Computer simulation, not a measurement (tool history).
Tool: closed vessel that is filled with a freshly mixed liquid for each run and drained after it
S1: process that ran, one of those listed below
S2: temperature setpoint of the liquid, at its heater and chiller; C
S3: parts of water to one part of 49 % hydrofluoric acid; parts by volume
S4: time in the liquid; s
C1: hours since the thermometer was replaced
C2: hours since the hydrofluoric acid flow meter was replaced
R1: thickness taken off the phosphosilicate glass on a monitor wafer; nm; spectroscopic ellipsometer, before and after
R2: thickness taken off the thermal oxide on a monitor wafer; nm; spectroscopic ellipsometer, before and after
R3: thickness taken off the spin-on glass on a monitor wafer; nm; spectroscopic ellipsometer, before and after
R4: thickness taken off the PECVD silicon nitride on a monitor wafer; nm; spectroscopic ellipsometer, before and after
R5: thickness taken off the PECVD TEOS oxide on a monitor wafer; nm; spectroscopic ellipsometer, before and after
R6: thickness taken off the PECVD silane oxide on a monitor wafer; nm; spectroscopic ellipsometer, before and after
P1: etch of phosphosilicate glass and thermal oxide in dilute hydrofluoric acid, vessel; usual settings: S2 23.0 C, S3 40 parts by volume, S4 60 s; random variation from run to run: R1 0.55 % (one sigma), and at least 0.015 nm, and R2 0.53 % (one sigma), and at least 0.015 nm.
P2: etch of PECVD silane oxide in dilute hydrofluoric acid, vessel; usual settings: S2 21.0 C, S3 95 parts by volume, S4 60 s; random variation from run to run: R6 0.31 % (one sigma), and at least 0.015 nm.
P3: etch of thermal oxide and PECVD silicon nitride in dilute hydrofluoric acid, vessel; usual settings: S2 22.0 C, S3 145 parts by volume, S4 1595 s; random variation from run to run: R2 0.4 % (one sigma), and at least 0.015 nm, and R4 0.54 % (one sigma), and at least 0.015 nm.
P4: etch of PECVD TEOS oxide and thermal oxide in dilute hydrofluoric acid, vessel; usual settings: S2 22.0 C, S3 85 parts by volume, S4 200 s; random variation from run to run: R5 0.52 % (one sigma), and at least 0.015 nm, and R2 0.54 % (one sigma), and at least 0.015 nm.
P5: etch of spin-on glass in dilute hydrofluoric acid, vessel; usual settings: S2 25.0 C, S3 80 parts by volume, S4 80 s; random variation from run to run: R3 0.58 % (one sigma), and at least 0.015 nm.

Run 1, hour 7.2: S1 P1, S2 23.0 C, S3 40 parts by volume, S4 60 s; C1 522.2; C2 86.8. Result: R1 203.38 nm, R2 7.3356 nm.
Run 2, hour 14.7: S1 P5, S2 25.0 C, S3 80 parts by volume, S4 80 s; C1 529.7; C2 94.3. Result: R3 40.696 nm.
Run 3, hour 22.9: S1 P1, S2 23.0 C, S3 40 parts by volume, S4 30 s; C1 537.9; C2 102.5. Result: R1 102.12 nm, R2 3.6614 nm.
Run 4, hour 34.0: S1 P3, S2 17.0 C, S3 145 parts by volume, S4 1595 s; C1 549.0; C2 113.6. Result: R2 36.0910 nm, R4 14.407 nm.
Run 5, hour 41.9: S1 P1, S2 23.0 C, S3 65 parts by volume, S4 60 s; C1 556.9; C2 121.5. Result: R1 120.58 nm, R2 4.3595 nm.
Run 6, hour 47.3: S1 P1, S2 23.0 C, S3 20 parts by volume, S4 60 s; C1 562.3; C2 126.9. Result: R1 417.54 nm, R2 15.0220 nm.
Run 7, hour 55.9: S1 P4, S2 22.0 C, S3 85 parts by volume, S4 65 s; C1 570.9; C2 135.5. Result: R2 3.5661 nm, R5 12.949 nm.
Run 8, hour 66.0: S1 P3, S2 22.0 C, S3 145 parts by volume, S4 2630 s; C1 581.0; C2 145.6. Result: R2 72.5430 nm, R4 32.772 nm.
Run 9, hour 72.5: S1 P5, S2 29.5 C, S3 80 parts by volume, S4 80 s; C1 587.5; C2 152.1. Result: R3 47.962 nm.
Run 10, hour 78.4: S1 P5, S2 25.0 C, S3 80 parts by volume, S4 145 s; C1 593.4; C2 158.0. Result: R3 74.071 nm.
At hour 82.2: hydrofluoric acid flow meter replaced.
Run 11, hour 87.8: S1 P4, S2 22.0 C, S3 35 parts by volume, S4 200 s; C1 602.8; C2 5.7. Result: R2 28.5360 nm, R5 103.030 nm.
Run 12, hour 99.1: S1 P1, S2 23.0 C, S3 40 parts by volume, S4 60 s; C1 614.1; C2 17.0. Result: R1 201.62 nm, R2 7.2288 nm.
Run 13, hour 109.4: S1 P2, S2 17.0 C, S3 95 parts by volume, S4 60 s; C1 624.4; C2 27.3. Result: R6 15.2430 nm.
Run 14, hour 119.4: S1 P1, S2 30.0 C, S3 40 parts by volume, S4 60 s; C1 634.4; C2 37.3. Result: R1 269.65 nm, R2 9.6901 nm.
Run 15, hour 129.2: S1 P3, S2 22.0 C, S3 145 parts by volume, S4 1595 s; C1 644.2; C2 47.1. Result: R2 43.9820 nm, R4 20.029 nm.
Run 16, hour 137.1: S1 P3, S2 22.0 C, S3 195 parts by volume, S4 1595 s; C1 652.1; C2 55.0. Result: R2 31.0070 nm, R4 15.035 nm.
Run 17, hour 148.1: S1 P2, S2 21.0 C, S3 95 parts by volume, S4 60 s; C1 663.1; C2 66.0. Result: R6 18.1120 nm.
Run 18, hour 154.6: S1 P1, S2 17.5 C, S3 40 parts by volume, S4 60 s; C1 669.6; C2 72.5. Result: R1 162.24 nm, R2 5.6732 nm.
Run 19, hour 162.5: S1 P1, S2 23.0 C, S3 40 parts by volume, S4 100 s; C1 677.5; C2 80.4. Result: R1 338.50 nm, R2 12.1680 nm.
At hour 163.5: thermometer replaced.
Run 20, hour 168.0: S1 P1, S2 23.0 C, S3 65 parts by volume, S4 110 s; C1 4.5; C2 85.9. Result: R1 221.40 nm, R2 7.9955 nm.
Run 21, hour 176.0: S1 P1, S2 29.0 C, S3 20 parts by volume, S4 60 s; C1 12.5; C2 93.9. Result: R1 537.06 nm, R2 19.0610 nm.
Run 22, hour 186.6: S1 P4, S2 22.0 C, S3 85 parts by volume, S4 200 s; C1 23.1; C2 104.5. Result: R2 11.0750 nm, R5 39.853 nm.
Run 23, hour 197.0: S1 P1, S2 18.5 C, S3 40 parts by volume, S4 100 s; C1 33.5; C2 114.9. Result: R1 278.33 nm, R2 9.9798 nm.
Run 24, hour 203.9: S1 P2, S2 21.0 C, S3 95 parts by volume, S4 30 s; C1 40.4; C2 121.8. Result: R6 9.0205 nm.
Run 25, hour 210.3: S1 P2, S2 21.0 C, S3 175 parts by volume, S4 60 s; C1 46.8; C2 128.2. Result: R6 9.0030 nm.
Run 26, hour 217.3: S1 P5, S2 25.0 C, S3 25 parts by volume, S4 80 s; C1 53.8; C2 135.2. Result: R3 140.210 nm.
Run 27, hour 227.3: S1 P4, S2 22.0 C, S3 85 parts by volume, S4 200 s; C1 63.8; C2 145.2. Result: R2 10.9350 nm, R5 39.599 nm.
Run 28, hour 232.6: S1 P4, S2 17.0 C, S3 85 parts by volume, S4 200 s; C1 69.1; C2 150.5. Result: R2 8.9343 nm, R5 32.097 nm.
Run 29, hour 240.1: S1 P1, S2 23.0 C, S3 40 parts by volume, S4 60 s; C1 76.6; C2 158.0. Result: R1 203.98 nm, R2 7.3249 nm.
Run 30, hour 246.0: S1 P1, S2 23.0 C, S3 40 parts by volume, S4 60 s; C1 82.5; C2 163.9. Result: R1 202.78 nm, R2 7.2803 nm.
Run 31, hour 251.7: S1 P1, S2 23.0 C, S3 40 parts by volume, S4 60 s; C1 88.2; C2 169.6. Result: R1 203.13 nm, R2 7.3386 nm.
Run 32, hour 261.2: S1 P1, S2 23.0 C, S3 40 parts by volume, S4 60 s; C1 97.7; C2 179.1. Result: R1 208.45 nm, R2 7.4816 nm.
Run 33, hour 270.8: S1 P1, S2 23.0 C, S3 40 parts by volume, S4 60 s; C1 107.3; C2 188.7. Result: R1 213.97 nm, R2 7.6867 nm.
Run 34, hour 281.8: S1 P1, S2 23.0 C, S3 40 parts by volume, S4 60 s; C1 118.3; C2 199.7. Result: R1 217.68 nm, R2 7.8300 nm.
Run 35, hour 293.4: S1 P1, S2 23.0 C, S3 40 parts by volume, S4 60 s; C1 129.9; C2 211.3. Result: R1 219.94 nm, R2 7.8380 nm.
Run 36, hour 304.4: S1 P1, S2 23.0 C, S3 40 parts by volume, S4 60 s; C1 140.9; C2 222.3. Result: R1 219.86 nm, R2 7.9788 nm.
Run 37, hour 315.3: S1 P1, S2 23.0 C, S3 40 parts by volume, S4 60 s; C1 151.8; C2 233.2. Result: R1 221.49 nm, R2 7.9660 nm.
Run 38, hour 320.5: S1 P1, S2 23.0 C, S3 40 parts by volume, S4 60 s; C1 157.0; C2 238.4. Result: R1 220.58 nm, R2 7.8995 nm.
Run 39, hour 330.4: S1 P1, S2 23.0 C, S3 40 parts by volume, S4 60 s; C1 166.9; C2 248.3. Result: R1 221.55 nm, R2 7.9990 nm.
Run 40, hour 340.7: S1 P1, S2 23.0 C, S3 40 parts by volume, S4 60 s; C1 177.2; C2 258.6. Result: R1 223.61 nm, R2 8.0212 nm.
Run 41, hour 351.0: S1 P1, S2 23.0 C, S3 40 parts by volume, S4 60 s; C1 187.5; C2 268.9. Result: R1 224.40 nm, R2 7.9726 nm.
Run 42, hour 359.3: S1 P1, S2 23.0 C, S3 40 parts by volume, S4 60 s; C1 195.8; C2 277.2. Result: R1 220.90 nm, R2 7.9709 nm.

What P1 gives has crept away from where it was. These 2 causes fit the log equally well, each at the size given:
A: liquid hotter than its thermometer reads (K) = 2.24
B: hydrofluoric acid flow above the setpoint (%) = 9.22
The creep began at about hour 251.7.

4 check runs are offered, one wafer each, their results left as question marks. Which one tells the causes apart?
Run check 1, hour 367.6: S1 P5, S2 25.0 C, S3 80 parts by volume, S4 80 s. Result: R3 ?.
Run check 2, hour 367.6: S1 P2, S2 21.0 C, S3 95 parts by volume, S4 60 s. Result: R6 ?.
Run check 3, hour 367.6: S1 P3, S2 22.0 C, S3 145 parts by volume, S4 1595 s. Result: R2 ?, R4 ?.
Run check 4, hour 367.6: S1 P4, S2 22.0 C, S3 85 parts by volume, S4 200 s. Result: R2 ?, R5 ?.

What each check would give under each cause:
  check  result     if A     if B
check 1      R3   44.478   44.859
check 2      R6  19.7980  19.9350
check 3      R2  47.9420  48.6690
check 3      R4   23.173   21.838
check 4      R2  12.0280  12.1060
check 4      R5   43.428   43.711
How far apart the two closest causes lie, in the result that separates them most: check 1 0.85 %; check 2 0.69 %; check 3 5.93 %; check 4 0.65 %
Only check 3 tells the causes apart: in the others they would give nearly the same result.

Check 3 was then run and gave: R2 48.9220 nm; R4 21.885 nm. Which cause is it?

It is B: hydrofluoric acid flow above the setpoint (%).

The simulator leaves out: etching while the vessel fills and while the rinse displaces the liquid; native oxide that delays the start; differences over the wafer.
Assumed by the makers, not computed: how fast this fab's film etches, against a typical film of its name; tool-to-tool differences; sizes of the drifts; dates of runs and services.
